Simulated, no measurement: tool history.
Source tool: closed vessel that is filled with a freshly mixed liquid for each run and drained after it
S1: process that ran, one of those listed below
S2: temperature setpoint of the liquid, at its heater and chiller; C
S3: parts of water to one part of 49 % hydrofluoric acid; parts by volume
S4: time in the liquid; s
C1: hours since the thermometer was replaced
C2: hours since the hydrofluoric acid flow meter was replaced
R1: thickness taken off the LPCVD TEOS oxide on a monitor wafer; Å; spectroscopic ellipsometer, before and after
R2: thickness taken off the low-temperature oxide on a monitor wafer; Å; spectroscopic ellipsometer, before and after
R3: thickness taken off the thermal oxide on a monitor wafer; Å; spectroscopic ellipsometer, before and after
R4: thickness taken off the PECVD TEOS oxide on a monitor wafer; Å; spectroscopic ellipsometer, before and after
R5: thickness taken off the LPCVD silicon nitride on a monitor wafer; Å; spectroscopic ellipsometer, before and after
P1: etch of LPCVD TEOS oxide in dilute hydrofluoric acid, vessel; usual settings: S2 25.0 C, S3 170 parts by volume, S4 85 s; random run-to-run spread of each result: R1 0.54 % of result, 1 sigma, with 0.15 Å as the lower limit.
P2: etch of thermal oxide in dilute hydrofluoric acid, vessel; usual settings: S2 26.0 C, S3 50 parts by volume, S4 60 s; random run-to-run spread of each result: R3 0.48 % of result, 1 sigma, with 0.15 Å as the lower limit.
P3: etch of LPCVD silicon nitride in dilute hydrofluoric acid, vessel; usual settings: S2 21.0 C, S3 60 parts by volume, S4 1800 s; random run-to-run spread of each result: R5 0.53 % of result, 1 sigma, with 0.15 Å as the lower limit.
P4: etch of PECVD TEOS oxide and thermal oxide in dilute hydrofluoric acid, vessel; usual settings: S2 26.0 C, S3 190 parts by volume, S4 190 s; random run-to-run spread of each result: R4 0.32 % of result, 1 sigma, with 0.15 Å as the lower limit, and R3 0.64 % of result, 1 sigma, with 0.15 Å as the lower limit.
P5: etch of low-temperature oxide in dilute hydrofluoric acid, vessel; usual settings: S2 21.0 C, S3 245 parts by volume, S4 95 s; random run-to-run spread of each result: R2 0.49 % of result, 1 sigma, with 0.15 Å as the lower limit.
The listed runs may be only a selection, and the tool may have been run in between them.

run,hour,S1,S2,S3,S4,C1,C2,R1,R2,R3,R4,R5
1,2.7,P1,25.0,170,85,866.8,715.2,80.276,,,,
2,5.5,P5,21.0,135,95,869.6,718.0,,101.630,,,
3,10.0,P2,18.0,50,60,874.1,722.5,,,48.3790,,
4,13.0,P1,25.0,170,85,877.1,725.5,79.334,,,,
5,15.4,P4,26.0,190,30,879.5,727.9,,,7.2694,22.963,
6,17.8,P2,26.0,50,60,881.9,730.3,,,67.5820,,
7,21.7,P3,21.0,60,1800,885.8,734.2,,,,,131.050
8,25.9,P1,25.0,170,85,890.0,738.4,79.838,,,,
9,28.5,P4,26.0,190,190,892.6,741.0,,,47.0060,146.240,
10,32.5,P5,26.5,245,95,896.6,745.0,,60.408,,,
11,34.5,P1,25.0,170,135,898.6,747.0,126.820,,,,
12,38.3,P3,21.0,25,1800,902.4,750.8,,,,,303.580
13,41.6,P2,26.0,50,30,905.7,754.1,,,33.6360,,
14,43.7,P1,25.0,255,85,907.8,756.2,47.820,,,,
15,45.9,P5,21.0,245,95,910.0,758.4,,49.555,,,
16,49.5,P1,25.0,170,85,913.6,762.0,79.537,,,,
17,52.4,P3,17.0,60,1800,916.5,764.9,,,,,99.079
18,56.3,P1,25.0,170,30,920.4,768.8,27.989,,,,
19,59.1,P5,21.0,245,135,923.2,771.6,,70.506,,,
20,62.2,P1,19.0,170,30,926.3,774.7,22.356,,,,
21,66.3,P2,26.0,90,60,930.4,778.8,,,35.4610,,
22,70.0,P4,19.0,190,190,934.1,782.5,,,35.5480,112.210,
23,74.5,P1,25.0,170,85,938.6,787.0,79.189,,,,
24,78.5,P1,25.0,40,85,942.6,791.0,397.590,,,,
25,82.1,P1,25.0,170,85,946.2,794.6,79.854,,,,
26,86.0,P2,26.0,50,60,950.1,798.5,,,68.0360,,
27,88.0,P4,26.0,100,190,952.1,800.5,,,99.8220,312.110,
28,90.3,P3,21.0,60,1800,954.4,802.8,,,,,130.440
29,94.7,P1,33.0,170,85,958.8,807.2,106.300,,,,
30,96.8,P3,21.0,60,3565,960.9,809.3,,,,,255.890
31,99.5,P1,30.0,230,85,963.6,812.0,65.695,,,,
32,103.5,P1,18.0,170,85,967.6,816.0,61.053,,,,
33,107.3,P1,25.0,170,85,971.4,819.8,78.940,,,,
34,110.3,P1,25.0,170,85,974.4,822.8,82.078,,,,
35,112.9,P1,25.0,170,85,977.0,825.4,83.466,,,,
36,116.4,P1,25.0,170,85,980.5,828.9,84.747,,,,
37,120.0,P1,25.0,170,85,984.1,832.5,84.389,,,,
38,122.3,P1,25.0,170,85,986.4,834.8,85.168,,,,
39,126.5,P1,25.0,170,85,990.6,839.0,86.042,,,,
40,131.1,P1,25.0,170,85,995.2,843.6,86.156,,,,
41,134.1,P1,25.0,170,85,998.2,846.6,85.906,,,,
42,137.7,P1,25.0,170,85,1001.8,850.2,87.205,,,,

What P1 gives has crept away from where it was. These 2 causes fit the log equally well, each at the size given:
A: hydrofluoric acid flow above the setpoint (%) = 6.56
B: liquid hotter than its thermometer reads (K) = 2.05
The drift started at roughly hour 107.3.

4 check runs are offered, one wafer each, their results left as question marks. Which one tells the causes apart?
check 1,141.3,P3,17.0,60,1800,,,,,,,?
check 2,141.3,P2,26.0,75,60,,,,,?,,
check 3,141.3,P5,21.0,170,95,,,,?,,,
check 4,141.3,P4,21.5,190,30,,,,,?,?,

Check results expected under each cause:
check,result,if A,if B
check 1,R5,105.290,114.340
check 2,R3,46.6090,47.1170
check 3,R2,82.942,83.308
check 4,R3,6.7188,6.7312
check 4,R4,21.118,21.157
Minimum pairwise separation of causes per check, each pair taken at its best-separating result: check 1 8.25 %; check 2 1.08 %; check 3 0.44 %; check 4 0.18 %
Only in check 1 would the causes give clearly different results; in the remaining checks their results would be nearly the same.

Running check 1 produced the following: R5 105.060 Å. Which one of the listed causes fits?

Of the candidate causes, it is A: hydrofluoric acid flow above the setpoint (%).
